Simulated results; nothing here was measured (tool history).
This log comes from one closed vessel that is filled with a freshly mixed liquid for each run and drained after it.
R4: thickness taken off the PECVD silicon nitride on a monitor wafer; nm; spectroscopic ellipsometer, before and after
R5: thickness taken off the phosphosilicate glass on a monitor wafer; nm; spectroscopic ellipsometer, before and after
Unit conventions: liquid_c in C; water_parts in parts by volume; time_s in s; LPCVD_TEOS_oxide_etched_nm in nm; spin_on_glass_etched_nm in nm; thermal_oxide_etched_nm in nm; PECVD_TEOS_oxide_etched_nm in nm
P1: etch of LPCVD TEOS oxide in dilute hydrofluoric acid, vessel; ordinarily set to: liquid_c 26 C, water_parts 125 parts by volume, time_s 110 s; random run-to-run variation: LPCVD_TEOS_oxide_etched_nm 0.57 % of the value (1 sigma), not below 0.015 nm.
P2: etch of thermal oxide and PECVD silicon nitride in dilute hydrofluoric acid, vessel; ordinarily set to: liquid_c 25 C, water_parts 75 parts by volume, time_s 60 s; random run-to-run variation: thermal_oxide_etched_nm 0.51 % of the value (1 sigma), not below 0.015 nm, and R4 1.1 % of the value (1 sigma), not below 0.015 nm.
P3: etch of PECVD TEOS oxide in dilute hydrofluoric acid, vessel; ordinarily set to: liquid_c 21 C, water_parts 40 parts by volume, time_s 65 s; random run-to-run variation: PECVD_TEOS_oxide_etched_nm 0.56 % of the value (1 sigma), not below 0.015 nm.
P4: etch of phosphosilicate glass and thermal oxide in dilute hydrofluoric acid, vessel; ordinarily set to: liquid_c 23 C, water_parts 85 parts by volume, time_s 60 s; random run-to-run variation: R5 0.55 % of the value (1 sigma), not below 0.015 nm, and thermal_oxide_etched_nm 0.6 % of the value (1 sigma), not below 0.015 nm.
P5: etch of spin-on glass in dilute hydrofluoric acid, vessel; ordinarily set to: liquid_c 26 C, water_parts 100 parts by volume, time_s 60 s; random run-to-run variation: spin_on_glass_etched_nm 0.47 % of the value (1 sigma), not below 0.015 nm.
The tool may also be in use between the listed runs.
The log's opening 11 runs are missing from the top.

run 12 hour=93.7 | process=P3 liquid_c=21 water_parts=65 time_s=65 | PECVD_TEOS_oxide_etched_nm=14.299
run 13 hour=100.1 | process=P1 liquid_c=18 water_parts=30 time_s=110 | LPCVD_TEOS_oxide_etched_nm=171.54
run 14 hour=109.2 | process=P4 liquid_c=23 water_parts=120 time_s=60 | thermal_oxide_etched_nm=2.2319 R5=43.245
run 15 hour=120.1 | process=P1 liquid_c=26 water_parts=125 time_s=110 | LPCVD_TEOS_oxide_etched_nm=50.979
run 16 hour=130.7 | process=P5 liquid_c=26 water_parts=100 time_s=110 | spin_on_glass_etched_nm=27.116
run 17 hour=137.2 | process=P3 liquid_c=29.5 water_parts=40 time_s=65 | PECVD_TEOS_oxide_etched_nm=34.114
run 18 hour=145.8 | process=P1 liquid_c=26 water_parts=35 time_s=30 | LPCVD_TEOS_oxide_etched_nm=55.863
run 19 hour=151.8 | process=P2 liquid_c=25 water_parts=75 time_s=60 | thermal_oxide_etched_nm=4.2976 R4=1.8714
run 20 hour=157.3 | process=P4 liquid_c=23 water_parts=85 time_s=60 | thermal_oxide_etched_nm=3.2925 R5=62.88
run 21 hour=168.5 | process=P2 liquid_c=25 water_parts=20 time_s=60 | thermal_oxide_etched_nm=17.499 R4=6.5167
run 22 hour=176.7 | process=P3 liquid_c=21 water_parts=40 time_s=65 | PECVD_TEOS_oxide_etched_nm=23.962

The next listed run, before its measurement:
run 23 hour=181.9 | process=P3 liquid_c=21 water_parts=40 time_s=130 | PECVD_TEOS_oxide_etched_nm=?

Logged for run 23: PECVD_TEOS_oxide_etched_nm 47.361 nm.

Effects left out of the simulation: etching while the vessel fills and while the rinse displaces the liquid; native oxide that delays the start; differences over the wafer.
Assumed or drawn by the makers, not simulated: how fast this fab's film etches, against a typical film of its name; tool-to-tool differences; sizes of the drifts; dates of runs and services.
